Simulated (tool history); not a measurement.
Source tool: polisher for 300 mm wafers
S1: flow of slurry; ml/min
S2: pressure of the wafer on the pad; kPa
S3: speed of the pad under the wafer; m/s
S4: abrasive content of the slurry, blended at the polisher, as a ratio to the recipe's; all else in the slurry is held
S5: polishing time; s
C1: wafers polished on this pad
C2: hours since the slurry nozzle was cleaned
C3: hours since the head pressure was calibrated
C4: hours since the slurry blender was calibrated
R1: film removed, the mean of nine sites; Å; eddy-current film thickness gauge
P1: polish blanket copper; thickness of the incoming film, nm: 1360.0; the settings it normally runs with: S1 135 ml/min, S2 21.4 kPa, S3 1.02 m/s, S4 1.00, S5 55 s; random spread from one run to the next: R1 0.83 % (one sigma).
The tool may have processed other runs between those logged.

run   hour   S1    S2    S3    S4  S5    C1     C2     C3     C4       R1
  1    6.2  135  21.4  1.02  1.00  55   385   41.8  400.8   58.8  1880.40
  2   18.6  135   9.7  1.02  1.00  55   556   54.2  413.2   71.2   847.85
  3   25.2  135  21.4  1.02  1.00  72   647   60.8  419.8   77.8  2453.60
  4   33.9  135  21.4  1.02  1.00  55   766   69.5  428.5   86.5  1888.30
  5   39.9  210  21.4  1.02  1.00  55   849   75.5  434.5   92.5  2027.40
  6   49.8  135  21.4  1.02  1.35  55   985   85.4  444.4  102.4  2022.10
  7   58.5   80  21.4  1.02  1.00  55  1105   94.1  453.1  111.1  1650.10
  8   68.3  135  21.4  0.50  0.65  55  1240  103.9  462.9  120.9   851.96
  9   80.3  135  21.4  1.02  1.00  55  1406  115.9  474.9  132.9  1868.80
 10   92.8  135  21.4  1.02  1.00  28  1578  128.4  487.4  145.4   961.27
 11  105.5  135  21.4  0.56  1.00  55  1753  141.1  500.1  158.1  1027.70
     117.8  -- head pressure recalibrated
 12  118.4  135  21.4  1.02  1.00  55  1930  154.0    0.7  171.0  1866.40
 13  126.8  135  21.4  1.02  0.55  55  2046  162.4    9.1  179.4  1636.70
 14  133.5  135  21.4  1.02  1.00  55  2138  169.1   15.8  186.1  1882.30
 15  143.6  165  29.6  1.02  1.00  55  2278  179.2   25.9  196.2  2707.10
 16  155.1  135  21.4  1.34  1.00  55  2436  190.7   37.4  207.7  2502.20
 17  167.2  135  32.4  1.02  1.00  55  2603  202.8   49.5  219.8  2854.70
 18  180.3  135  21.4  1.02  1.00  55  2783  215.9   62.6  232.9  1884.50
 19  188.5  135  21.4  1.02  1.00  55  2896  224.1   70.8  241.1  1815.30
 20  200.6  135  21.4  1.02  1.00  55  3063  236.2   82.9  253.2  1740.30
 21  213.2  135  21.4  1.02  1.00  55  3236  248.8   95.5  265.8  1751.90

Run 22, settings as shown, results not yet in. Your forecast:
     219.8  -- slurry blender recalibrated
     220.1  -- head pressure recalibrated
 22  223.5  135  21.4  1.02  1.00  55  3378  259.1  3.5  3.7   ?

Run 22 measured R1 1718.00 Å.
